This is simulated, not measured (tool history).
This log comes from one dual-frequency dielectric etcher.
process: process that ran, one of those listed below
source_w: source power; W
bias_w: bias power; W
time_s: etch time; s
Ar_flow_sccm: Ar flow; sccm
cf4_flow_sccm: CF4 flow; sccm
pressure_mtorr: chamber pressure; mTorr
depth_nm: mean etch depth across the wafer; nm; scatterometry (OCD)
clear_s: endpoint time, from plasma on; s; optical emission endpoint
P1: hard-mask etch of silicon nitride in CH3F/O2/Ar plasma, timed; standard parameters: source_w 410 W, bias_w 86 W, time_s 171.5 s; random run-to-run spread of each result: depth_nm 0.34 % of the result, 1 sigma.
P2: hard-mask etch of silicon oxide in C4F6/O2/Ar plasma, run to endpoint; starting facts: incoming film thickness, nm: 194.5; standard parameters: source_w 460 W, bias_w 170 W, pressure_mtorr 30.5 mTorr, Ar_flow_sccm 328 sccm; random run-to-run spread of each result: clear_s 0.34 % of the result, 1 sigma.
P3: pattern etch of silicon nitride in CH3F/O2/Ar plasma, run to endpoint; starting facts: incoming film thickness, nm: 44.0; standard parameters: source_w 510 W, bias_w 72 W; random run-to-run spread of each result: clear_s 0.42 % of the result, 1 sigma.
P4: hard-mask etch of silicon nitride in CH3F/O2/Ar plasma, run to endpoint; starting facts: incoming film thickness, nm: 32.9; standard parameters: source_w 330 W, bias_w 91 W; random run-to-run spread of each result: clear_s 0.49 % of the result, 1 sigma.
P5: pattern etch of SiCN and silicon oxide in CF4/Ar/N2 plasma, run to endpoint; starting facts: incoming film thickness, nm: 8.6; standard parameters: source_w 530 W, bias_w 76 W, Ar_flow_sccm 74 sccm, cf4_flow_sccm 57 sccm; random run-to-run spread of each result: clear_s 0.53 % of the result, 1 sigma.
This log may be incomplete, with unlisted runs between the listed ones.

run	hour	process	source_w	bias_w	time_s	Ar_flow_sccm	cf4_flow_sccm	pressure_mtorr	hours since the last wet clean	hours since the last source power generator calibration	hours since the last bias power generator calibration	depth_nm	clear_s
1	5.9	P1	410	86	171.5				102.4	719.0	491.8	125.830	
2	11.6	P4	330	64					108.1	724.7	497.5		53.6710
3	16.4	P1	410	115	171.5				112.9	729.5	502.3	139.020	
4	19.1	P1	410	86	171.5				115.6	732.2	505.0	125.210	
5	21.9	P5	530	76		91	57		118.4	735.0	507.8		8.5680
6	27.0	P2	460	170		192		30.5	123.5	740.1	512.9		57.1330
7	32.9	P1	410	86	171.5				129.4	746.0	518.8	125.220	
8	38.6	P5	530	76		74	72		135.1	751.7	524.5		8.0013
9	43.8	P2	460	170		328		36.0	140.3	756.9	529.7		61.5120
10	47.5	P2	460	125		328		30.5	144.0	760.6	533.4		66.3800
11	51.6	P1	410	86	171.5				148.1	764.7	537.5	125.080	
12	55.2	P1	410	86	171.5				151.7	768.3	541.1	124.560	
13	58.5	P5	530	76		74	57		155.0	771.6	544.4		8.2959
14	63.0	P1	410	86	224.0				159.5	776.1	548.9	163.860	
15	66.0	P2	660	170		328		30.5	162.5	779.1	551.9		52.6550
16	70.1	P1	490	86	231.5				166.6	783.2	556.0	181.370	
17	75.2	P1	410	53	171.5				171.7	788.3	561.1	105.910	
18	80.8	P5	530	104		74	57		177.3	793.9	566.7		7.4426
19	85.1	P1	410	86	131.0				181.6	798.2	571.0	95.773	
20	90.5	P3	510	72					187.0	803.6	576.4		59.3810
21	95.7	P1	280	86	171.5				192.2	808.8	581.6	108.640	
22	99.7	P5	360	76		74	57		196.2	812.8	585.6		11.6730
23	104.2	P3	700	72					200.7	817.3	590.1		52.0580
# hour 107.8: bias power generator calibrated
24	108.7	P4	330	91					205.2	821.8	0.9		48.2310
25	112.5	P4	330	91					209.0	825.6	4.7		47.5490
26	117.7	P5	530	76		74	57		214.2	830.8	9.9		8.2075
27	120.6	P3	510	72					217.1	833.7	12.8		59.4160
28	124.4	P3	510	54					220.9	837.5	16.6		65.2220
29	127.0	P1	510	86	171.5				223.5	840.1	19.2	136.720	
30	130.1	P4	400	91					226.6	843.2	22.3		44.4150
31	132.8	P2	460	170		328		30.5	229.3	845.9	25.0		60.7010

The next listed run, before its measurement:
32	138.8	P2	460	170		328		30.5	235.3	851.9	31.0		?

clear_s: 60.2110 s
